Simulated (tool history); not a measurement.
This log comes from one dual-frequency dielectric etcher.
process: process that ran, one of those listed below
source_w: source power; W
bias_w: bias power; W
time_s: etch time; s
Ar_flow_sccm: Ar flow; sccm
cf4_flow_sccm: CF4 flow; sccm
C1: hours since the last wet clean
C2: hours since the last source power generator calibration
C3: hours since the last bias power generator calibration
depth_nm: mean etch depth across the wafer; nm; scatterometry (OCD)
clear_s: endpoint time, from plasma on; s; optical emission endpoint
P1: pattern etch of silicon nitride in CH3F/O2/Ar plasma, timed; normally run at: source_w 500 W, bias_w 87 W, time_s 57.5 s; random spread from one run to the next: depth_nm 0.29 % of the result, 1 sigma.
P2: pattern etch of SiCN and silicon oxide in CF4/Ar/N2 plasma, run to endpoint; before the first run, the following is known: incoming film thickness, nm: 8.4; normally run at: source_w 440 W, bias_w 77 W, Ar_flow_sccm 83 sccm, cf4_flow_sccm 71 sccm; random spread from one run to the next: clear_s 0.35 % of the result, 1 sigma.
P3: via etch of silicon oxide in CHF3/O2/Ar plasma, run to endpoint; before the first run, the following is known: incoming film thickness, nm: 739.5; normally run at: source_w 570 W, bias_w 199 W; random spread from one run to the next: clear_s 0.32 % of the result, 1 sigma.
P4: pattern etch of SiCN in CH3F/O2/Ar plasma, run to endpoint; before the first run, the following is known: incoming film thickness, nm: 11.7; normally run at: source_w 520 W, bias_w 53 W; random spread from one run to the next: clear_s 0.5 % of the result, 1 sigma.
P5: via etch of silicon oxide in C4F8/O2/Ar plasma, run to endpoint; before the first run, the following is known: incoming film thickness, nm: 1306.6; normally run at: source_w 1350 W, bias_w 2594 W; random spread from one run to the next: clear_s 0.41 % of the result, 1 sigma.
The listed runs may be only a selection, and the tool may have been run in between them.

{"run": 1, "hour": 6.6, "process": "P1", "source_w": 500, "bias_w": 87, "time_s": 57.5, "C1": 331.4, "C2": 1777.4, "C3": 910.3, "depth_nm": 46.787}
{"run": 2, "hour": 16.2, "process": "P1", "source_w": 500, "bias_w": 87, "time_s": 57.5, "C1": 341, "C2": 1787, "C3": 919.9, "depth_nm": 46.837}
{"run": 3, "hour": 21.7, "process": "P4", "source_w": 520, "bias_w": 73, "C1": 346.5, "C2": 1792.5, "C3": 925.4, "clear_s": 27.013}
{"run": 4, "hour": 27.4, "process": "P4", "source_w": 520, "bias_w": 53, "C1": 352.2, "C2": 1798.2, "C3": 931.1, "clear_s": 30.218}
{"run": 5, "hour": 37.5, "process": "P5", "source_w": 1350, "bias_w": 2594, "C1": 362.3, "C2": 1808.3, "C3": 941.2, "clear_s": 281.13}
{"run": 6, "hour": 44.9, "process": "P1", "source_w": 400, "bias_w": 87, "time_s": 57.5, "C1": 369.7, "C2": 1815.7, "C3": 948.6, "depth_nm": 43.105}
{"hour": 53.0, "done": "bias power generator calibrated"}
{"run": 7, "hour": 53.2, "process": "P1", "source_w": 390, "bias_w": 87, "time_s": 78.5, "C1": 378, "C2": 1824, "C3": 0.2, "depth_nm": 58.378}
{"run": 8, "hour": 62.3, "process": "P2", "source_w": 350, "bias_w": 77, "Ar_flow_sccm": 83, "cf4_flow_sccm": 71, "C1": 387.1, "C2": 1833.1, "C3": 9.3, "clear_s": 11.857}
{"run": 9, "hour": 71.4, "process": "P1", "source_w": 500, "bias_w": 87, "time_s": 57.5, "C1": 396.2, "C2": 1842.2, "C3": 18.4, "depth_nm": 46.914}
{"run": 10, "hour": 81.0, "process": "P1", "source_w": 500, "bias_w": 87, "time_s": 77.5, "C1": 405.8, "C2": 1851.8, "C3": 28, "depth_nm": 63.036}
{"run": 11, "hour": 87.5, "process": "P2", "source_w": 440, "bias_w": 77, "Ar_flow_sccm": 64, "cf4_flow_sccm": 71, "C1": 412.3, "C2": 1858.3, "C3": 34.5, "clear_s": 9.355}
{"run": 12, "hour": 95.8, "process": "P3", "source_w": 570, "bias_w": 271, "C1": 420.6, "C2": 1866.6, "C3": 42.8, "clear_s": 318.23}
{"run": 13, "hour": 104.9, "process": "P5", "source_w": 1350, "bias_w": 3538, "C1": 429.7, "C2": 1875.7, "C3": 51.9, "clear_s": 256.18}
{"run": 14, "hour": 114.6, "process": "P2", "source_w": 440, "bias_w": 61, "Ar_flow_sccm": 83, "cf4_flow_sccm": 71, "C1": 439.4, "C2": 1885.4, "C3": 61.6, "clear_s": 10.364}
{"run": 15, "hour": 119.3, "process": "P1", "source_w": 500, "bias_w": 87, "time_s": 57.5, "C1": 444.1, "C2": 1890.1, "C3": 66.3, "depth_nm": 46.835}
{"run": 16, "hour": 124.9, "process": "P4", "source_w": 350, "bias_w": 53, "C1": 449.7, "C2": 1895.7, "C3": 71.9, "clear_s": 35.011}
{"hour": 131.8, "done": "wet clean of the chamber"}
{"run": 17, "hour": 132.9, "process": "P2", "source_w": 440, "bias_w": 77, "Ar_flow_sccm": 83, "cf4_flow_sccm": 71, "C1": 1.2, "C2": 1903.7, "C3": 79.9, "clear_s": 9.6481}
{"run": 18, "hour": 140.6, "process": "P3", "source_w": 800, "bias_w": 199, "C1": 8.9, "C2": 1911.4, "C3": 87.6, "clear_s": 314.99}
{"run": 19, "hour": 148.3, "process": "P1", "source_w": 500, "bias_w": 87, "time_s": 57.5, "C1": 16.6, "C2": 1919.1, "C3": 95.3, "depth_nm": 46.802}
{"run": 20, "hour": 152.7, "process": "P1", "source_w": 500, "bias_w": 66, "time_s": 57.5, "C1": 21, "C2": 1923.5, "C3": 99.7, "depth_nm": 42.718}
{"run": 21, "hour": 159.5, "process": "P5", "source_w": 960, "bias_w": 2594, "C1": 27.8, "C2": 1930.3, "C3": 106.5, "clear_s": 323.34}
{"run": 22, "hour": 167.2, "process": "P1", "source_w": 630, "bias_w": 87, "time_s": 57.5, "C1": 35.5, "C2": 1938, "C3": 114.2, "depth_nm": 51.023}
{"run": 23, "hour": 173.4, "process": "P1", "source_w": 500, "bias_w": 87, "time_s": 57.5, "C1": 41.7, "C2": 1944.2, "C3": 120.4, "depth_nm": 46.909}
{"run": 24, "hour": 179.9, "process": "P1", "source_w": 500, "bias_w": 107, "time_s": 57.5, "C1": 48.2, "C2": 1950.7, "C3": 126.9, "depth_nm": 50.304}
{"run": 25, "hour": 185.9, "process": "P2", "source_w": 440, "bias_w": 77, "Ar_flow_sccm": 83, "cf4_flow_sccm": 95, "C1": 54.2, "C2": 1956.7, "C3": 132.9, "clear_s": 9.311}
{"run": 26, "hour": 194.1, "process": "P3", "source_w": 570, "bias_w": 199, "C1": 62.4, "C2": 1964.9, "C3": 141.1, "clear_s": 356.57}
{"run": 27, "hour": 200.5, "process": "P1", "source_w": 500, "bias_w": 87, "time_s": 31.5, "C1": 68.8, "C2": 1971.3, "C3": 147.5, "depth_nm": 25.673}
{"run": 28, "hour": 205.1, "process": "P3", "source_w": 570, "bias_w": 199, "C1": 73.4, "C2": 1975.9, "C3": 152.1, "clear_s": 355.55}
{"run": 29, "hour": 211.3, "process": "P1", "source_w": 600, "bias_w": 87, "time_s": 31.5, "C1": 79.6, "C2": 1982.1, "C3": 158.3, "depth_nm": 27.519}
{"run": 30, "hour": 216.1, "process": "P4", "source_w": 520, "bias_w": 53, "C1": 84.4, "C2": 1986.9, "C3": 163.1, "clear_s": 30.121}
{"run": 31, "hour": 224.4, "process": "P1", "source_w": 660, "bias_w": 87, "time_s": 81.5, "C1": 92.7, "C2": 1995.2, "C3": 171.4, "depth_nm": 73.425}
{"run": 32, "hour": 230.1, "process": "P1", "source_w": 500, "bias_w": 87, "time_s": 57.5, "C1": 98.4, "C2": 2000.9, "C3": 177.1, "depth_nm": 46.81}

Expected results for the next run?
{"run": 33, "hour": 240.0, "process": "P1", "source_w": 500, "bias_w": 87, "time_s": 57.5, "C1": 108.3, "C2": 2010.8, "C3": 187, "depth_nm": "?"}

Run 33 produced depth_nm 47.092 nm.
